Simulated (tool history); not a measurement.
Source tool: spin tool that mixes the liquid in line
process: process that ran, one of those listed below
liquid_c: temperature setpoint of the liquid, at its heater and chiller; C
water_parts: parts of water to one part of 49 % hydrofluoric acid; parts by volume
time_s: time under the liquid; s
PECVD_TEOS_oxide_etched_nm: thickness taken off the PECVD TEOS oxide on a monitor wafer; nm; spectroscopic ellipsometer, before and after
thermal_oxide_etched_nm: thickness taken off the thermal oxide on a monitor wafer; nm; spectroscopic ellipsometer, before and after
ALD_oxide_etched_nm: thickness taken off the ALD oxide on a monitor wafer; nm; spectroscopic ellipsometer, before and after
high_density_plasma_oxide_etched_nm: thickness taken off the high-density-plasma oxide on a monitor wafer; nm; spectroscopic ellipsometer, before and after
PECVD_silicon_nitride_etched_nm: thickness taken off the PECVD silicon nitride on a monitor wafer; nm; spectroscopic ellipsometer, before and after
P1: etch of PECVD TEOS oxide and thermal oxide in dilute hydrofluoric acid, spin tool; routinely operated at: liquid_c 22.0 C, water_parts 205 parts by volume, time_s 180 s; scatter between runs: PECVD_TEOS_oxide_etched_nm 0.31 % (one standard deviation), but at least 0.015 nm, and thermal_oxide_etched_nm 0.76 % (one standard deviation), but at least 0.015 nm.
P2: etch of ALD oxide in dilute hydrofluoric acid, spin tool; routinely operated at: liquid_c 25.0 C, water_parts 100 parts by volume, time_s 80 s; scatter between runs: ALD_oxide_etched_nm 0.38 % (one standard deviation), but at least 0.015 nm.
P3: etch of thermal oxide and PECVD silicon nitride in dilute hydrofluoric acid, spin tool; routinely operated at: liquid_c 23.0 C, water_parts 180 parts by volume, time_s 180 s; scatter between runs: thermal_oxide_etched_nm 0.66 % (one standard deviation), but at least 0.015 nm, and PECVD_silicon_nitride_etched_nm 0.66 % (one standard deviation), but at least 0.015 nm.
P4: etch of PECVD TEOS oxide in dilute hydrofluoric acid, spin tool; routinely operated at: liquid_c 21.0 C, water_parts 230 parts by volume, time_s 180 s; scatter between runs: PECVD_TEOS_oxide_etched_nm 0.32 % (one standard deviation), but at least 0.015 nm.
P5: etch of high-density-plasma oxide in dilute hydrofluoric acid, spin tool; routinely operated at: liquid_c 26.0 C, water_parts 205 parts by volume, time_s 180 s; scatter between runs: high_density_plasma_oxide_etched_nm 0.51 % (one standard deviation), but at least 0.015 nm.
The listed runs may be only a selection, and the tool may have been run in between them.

run	day	process	liquid_c	water_parts	time_s	hours since the thermometer was replaced	hours since the hydrofluoric acid flow meter was replaced	PECVD_TEOS_oxide_etched_nm	thermal_oxide_etched_nm	ALD_oxide_etched_nm	high_density_plasma_oxide_etched_nm	PECVD_silicon_nitride_etched_nm
1	0.283	P1	22.0	205	180	1722.7	281.6	7.89040	3.20730			
2	0.671	P2	25.0	100	80	1732.0	290.9			15.6590		
3	0.992	P1	22.0	95	180	1739.7	298.6	19.27900	7.81490			
4	1.329	P5	26.0	205	335	1747.8	306.7				12.3290	
5	1.638	P4	21.0	230	180	1755.2	314.1	11.34100				
6	2.121	P1	17.0	70	180	1766.8	325.7	21.83200	8.96030			
7	2.554	P3	31.0	180	180	1777.2	336.1		5.63590			5.6161
8	2.858	P5	26.0	205	180	1784.5	343.4				6.6790	
9	3.271	P1	22.0	205	260	1794.4	353.3	11.47400	4.71690			
10	3.783	P1	26.5	205	180	1806.7	365.6	9.32750	3.83010			
11	4.308	P4	21.0	350	180	1819.3	378.2	6.69600				
12	4.704	P1	22.0	205	15	1828.8	387.7	0.64467	0.25883			
13	5.033	P1	17.0	205	180	1836.7	395.6	6.50450	2.64530			
14	5.296	P4	21.0	230	30	1843.0	401.9	1.87280				
15	5.600	P2	25.0	100	80	1850.3	409.2			15.5690		
16	6.008	P3	23.0	180	180	1860.1	419.0		4.17590			3.3489
17	6.367	P4	17.0	230	180	1868.7	427.6	9.69300				
18	6.912	P5	26.0	205	180	1881.8	440.7				6.6307	
19	7.279	P5	33.0	205	180	1890.6	449.5				8.5297	
20	7.796	P1	22.0	205	180	1903.0	461.9	7.91960	3.26100			
21	8.096	P1	22.0	205	180	1910.2	469.1	7.91700	3.22330			
22	8.617	P2	25.0	150	80	1922.7	481.6			9.7726		
23	9.083	P5	26.0	110	180	1933.9	492.8				14.0040	
24	9.408	P1	22.0	280	180	1941.7	500.6	5.41650	2.21670			
25	9.988	P2	19.0	100	80	1955.6	514.5			12.2720		
26	10.542	P1	22.0	205	180	1968.9	527.8	7.87310	3.29620			
27	10.917	P1	22.0	205	180	1977.9	536.8	7.85430	3.25190			
28	11.246	P3	23.0	180	60	1985.8	544.7		1.41830			1.1416
29	11.829	P3	23.0	65	180	1999.8	558.7		13.24500			9.3093
30	12.275	P2	25.0	100	35	2010.5	569.4			6.8024		
31	12.571	P1	22.0	205	180	2017.6	576.5	7.88400	3.26040			
32	12.846	P1	22.0	205	180	2024.2	583.1	8.03070	3.30780			
33	13.179	P1	22.0	205	180	2032.2	591.1	8.15250	3.30170			
34	13.725	P1	22.0	205	180	2045.3	604.2	8.19660	3.35240			
35	14.058	P1	22.0	205	180	2053.3	612.2	8.32240	3.44720			
36	14.567	P1	22.0	205	180	2065.5	624.4	8.33350	3.45090			
37	15.133	P1	22.0	205	180	2079.1	638.0	8.35130	3.41170			
38	15.717	P1	22.0	205	180	2093.1	652.0	8.40730	3.45920			
39	16.167	P1	22.0	205	180	2103.9	662.8	8.42600	3.42740			
40	16.429	P1	22.0	205	180	2110.2	669.1	8.41390	3.43990			

What P1 gives has crept off from where it sat before. The 2 causes that follow fit the log equally well, each at the size noted:
A: hydrofluoric acid flow above the setpoint (%) = 4.98
B: liquid hotter than its thermometer reads (K) = 1.57
The onset of the drift is placed at about day 12.571.

4 check runs are offered, each on 2 wafers whose results are averaged, their results left as question marks. Which one tells the causes apart?
check 1	16.692	P2	25.0	100	80					?		
check 2	16.692	P3	23.0	180	180				?			?
check 3	16.692	P4	21.0	230	180			?				
check 4	16.692	P5	26.0	205	180						?	

What each check would give under each cause:
check	result	if A	if B
check 1	ALD_oxide_etched_nm	16.4800	16.5900
check 2	thermal_oxide_etched_nm	4.45900	4.46390
check 2	PECVD_silicon_nitride_etched_nm	3.5703	3.7623
check 3	PECVD_TEOS_oxide_etched_nm	12.04100	12.03000
check 4	high_density_plasma_oxide_etched_nm	7.0575	7.0333
Per check, the gap between the least separated pair of causes, taken in the result that splits them most: check 1 0.67 %; check 2 5.24 %; check 3 0.09 %; check 4 0.34 %
Only check 2 tells the causes apart: in the others they would give nearly the same result.

The results of check 2 are: thermal_oxide_etched_nm 4.47260 nm; PECVD_silicon_nitride_etched_nm 3.5754 nm. Based on these, which of the listed causes is it?

It was cause A: hydrofluoric acid flow above the setpoint (%).
